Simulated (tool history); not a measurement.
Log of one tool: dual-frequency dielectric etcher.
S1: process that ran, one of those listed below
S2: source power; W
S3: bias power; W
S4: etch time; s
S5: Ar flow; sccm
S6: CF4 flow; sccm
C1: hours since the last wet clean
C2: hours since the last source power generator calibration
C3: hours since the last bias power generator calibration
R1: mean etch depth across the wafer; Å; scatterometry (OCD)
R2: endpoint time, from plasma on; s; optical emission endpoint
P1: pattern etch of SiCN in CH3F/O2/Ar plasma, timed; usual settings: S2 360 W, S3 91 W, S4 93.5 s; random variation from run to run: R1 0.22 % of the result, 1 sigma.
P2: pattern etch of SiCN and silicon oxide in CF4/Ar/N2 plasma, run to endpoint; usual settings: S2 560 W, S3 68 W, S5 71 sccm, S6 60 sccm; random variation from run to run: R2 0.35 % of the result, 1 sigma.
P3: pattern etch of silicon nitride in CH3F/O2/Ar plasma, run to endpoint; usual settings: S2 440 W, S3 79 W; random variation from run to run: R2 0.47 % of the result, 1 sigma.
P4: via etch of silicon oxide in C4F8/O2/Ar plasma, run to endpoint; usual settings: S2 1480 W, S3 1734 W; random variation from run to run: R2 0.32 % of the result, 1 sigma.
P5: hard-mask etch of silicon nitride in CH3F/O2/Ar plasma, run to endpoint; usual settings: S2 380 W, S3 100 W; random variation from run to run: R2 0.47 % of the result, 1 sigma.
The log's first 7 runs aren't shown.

run,hour,S1,S2,S3,S4,S5,S6,C1,C2,C3,R1,R2
8,44,P2,560,94,,71,60,295.2,1224,829.2,,7.5338
9,48,P1,360,76,115.5,,,299.2,1228,833.2,427.71,
10,54,P1,360,91,93.5,,,305.2,1234,839.2,369.3,
11,58.2,P1,360,111,93.5,,,309.4,1238.2,843.4,398.76,
12,61.2,P2,560,68,,97,60,312.4,1241.2,846.4,,8.7295
13,67.4,P1,510,91,93.5,,,318.6,1247.4,852.6,419.12,
14,73.1,P1,360,91,114,,,324.3,1253.1,858.3,451.24,
15,80.2,P5,380,81,,,,331.4,1260.2,865.4,,69.248
16,85.2,P4,1480,1734,,,,336.4,1265.2,870.4,,399.32
17,88.6,P4,1480,1130,,,,339.8,1268.6,873.8,,445.35
18,95.4,P4,1170,1734,,,,346.6,1275.4,880.6,,435.07
19,101.9,P5,380,100,,,,353.1,1281.9,887.1,,63.57
20,105.9,P1,360,91,93.5,,,357.1,1285.9,891.1,370.68,
21,110,P3,580,79,,,,361.2,1290,895.2,,43.612
22,115.9,P1,360,91,93.5,,,367.1,1295.9,901.1,369.05,
23,122.9,P1,360,69,93.5,,,374.1,1302.9,908.1,333.46,

Run 24 comes next. What will it give?
24,129.7,P3,440,79,,,,380.9,1309.7,914.9,,?

{"run 24": {"R2": 48.171}}
